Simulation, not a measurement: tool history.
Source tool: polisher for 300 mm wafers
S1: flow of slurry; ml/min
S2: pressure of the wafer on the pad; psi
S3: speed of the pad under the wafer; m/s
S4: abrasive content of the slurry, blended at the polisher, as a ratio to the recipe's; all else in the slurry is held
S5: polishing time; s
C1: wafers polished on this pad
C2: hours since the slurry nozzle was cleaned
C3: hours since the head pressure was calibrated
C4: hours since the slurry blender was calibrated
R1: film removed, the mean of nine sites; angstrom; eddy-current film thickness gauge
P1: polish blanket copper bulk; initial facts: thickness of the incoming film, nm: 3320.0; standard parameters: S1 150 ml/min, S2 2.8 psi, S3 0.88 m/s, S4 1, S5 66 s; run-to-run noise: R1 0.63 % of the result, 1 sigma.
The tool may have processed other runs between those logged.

run	hour	S1	S2	S3	S4	S5	C1	C2	C3	C4	R1
1	18.6	150	2.8	0.88	1	66	366	92.8	678.1	94.1	5542.3
2	33.4	150	2.8	0.88	1	38	539	107.6	692.9	108.9	3206.1
3	45.9	195	2.8	0.88	1	66	685	120.1	705.4	121.4	5768.2
4	58.8	150	1.4	0.88	1	66	835	133	718.3	134.3	2782.5
5	70.2	150	2.2	1.2	1	66	968	144.4	729.7	145.7	5914.7
6	84	150	2.8	0.88	1	66	1129	158.2	743.5	159.5	5565.2
7	99.3	150	2.8	0.56	1	66	1308	173.5	758.8	174.8	3502.9
8	108.2	150	4.2	0.88	0.7	66	1412	182.4	767.7	183.7	7768.8
# hour 116.4: slurry blender recalibrated
9	120.3	150	2.8	0.88	1	66	1553	194.5	779.8	4	5513.7
10	131.1	150	2.8	0.88	0.6	66	1679	205.3	790.6	14.8	5002.6
11	148.5	150	3.5	0.88	0.75	66	1882	222.7	808	32.2	6562.2
12	156.5	150	2.8	0.88	1.45	66	1975	230.7	816	40.2	6045.4
13	171.5	150	2.8	0.88	1	66	2150	245.7	831	55.2	5613.9
14	181.3	150	2.8	0.88	1	84	2265	255.5	840.8	65	7108.4
15	193.7	150	2.8	0.88	1	66	2409	267.9	853.2	77.4	5511.9
16	207.4	150	3.9	0.88	1	66	2569	281.6	866.9	91.1	7765.8
17	219.7	150	2.8	1.36	1	66	2713	293.9	879.2	103.4	8554.1
18	232.8	90	2.8	0.88	1	66	2866	307	892.3	116.5	4917.3
19	246.9	150	2.8	0.88	1	66	3030	321.1	906.4	130.6	5627.7
20	258	150	2.8	0.88	1	66	3160	332.2	917.5	141.7	5406.9
21	274.3	150	2.8	0.88	1	66	3350	348.5	933.8	158	5208.1
22	283.8	150	2.8	0.88	1	66	3461	358	943.3	167.5	5182.7
# hour 295.4: head pressure recalibrated
23	296.2	150	2.8	0.88	1	66	3605	370.4	0.9	179.9	5121.6
24	314.1	150	2.8	0.88	1	66	3814	388.3	18.8	197.8	5073.6
# hour 314.6: slurry blender recalibrated
25	330.2	150	2.8	0.88	1	66	4002	404.4	34.9	15.7	5081.4
26	343.9	150	2.8	0.88	1	66	4162	418.1	48.6	29.4	4996.9
27	353.8	150	2.8	0.88	1	66	4278	428	58.5	39.3	5054.8
28	370.4	150	2.8	0.88	1	66	4471	444.6	75.1	55.9	5021

What P1 gives has crept away from where it was. These 2 causes fit the log equally well, each at the size given:
A: slurry flow missing at the pad, % = 37.5
B: removal rate lost through wear of the pad, % = 9.56
The gradual shift began around hour 246.9.
Why every other cause is out:
head's pressure below its setpoint, %: serviced after onset, at hour 295.4, with no recovery of the prior output
abrasive missing from the slurry, %: serviced after onset, at hour 314.6, with no recovery of the prior output

Each of the check runs listed below is run on 2 wafers and reports their average, with the results left as question marks. Pick the one under which the possible causes would lead to clearly different results.
check 1	387	150	2.8	1.28	1	66					?
check 2	387	150	2.8	0.88	0.6	66					?
check 3	387	150	2.8	1.14	1	66					?
check 4	387	105	2.8	0.88	0.7	66					?

Outcome of each check run for each possible cause:
check	result	if A	if B
check 1	R1	7303.9	7303.6
check 2	R1	4516	4515.8
check 3	R1	6505	6504.7
check 4	R1	4177.7	4334.7
Per-check spread between the two closest causes, in the result where they differ most: check 1 0 %; check 2 0 %; check 3 0 %; check 4 3.69 %
Of the check runs offered, only check 4 discriminates between the causes; the rest would read about the same regardless of which cause applies.

After running check 4, the following was obtained: R1 4361.2 angstrom. Which cause does this point to?

It was cause B: removal rate lost through wear of the pad, %.
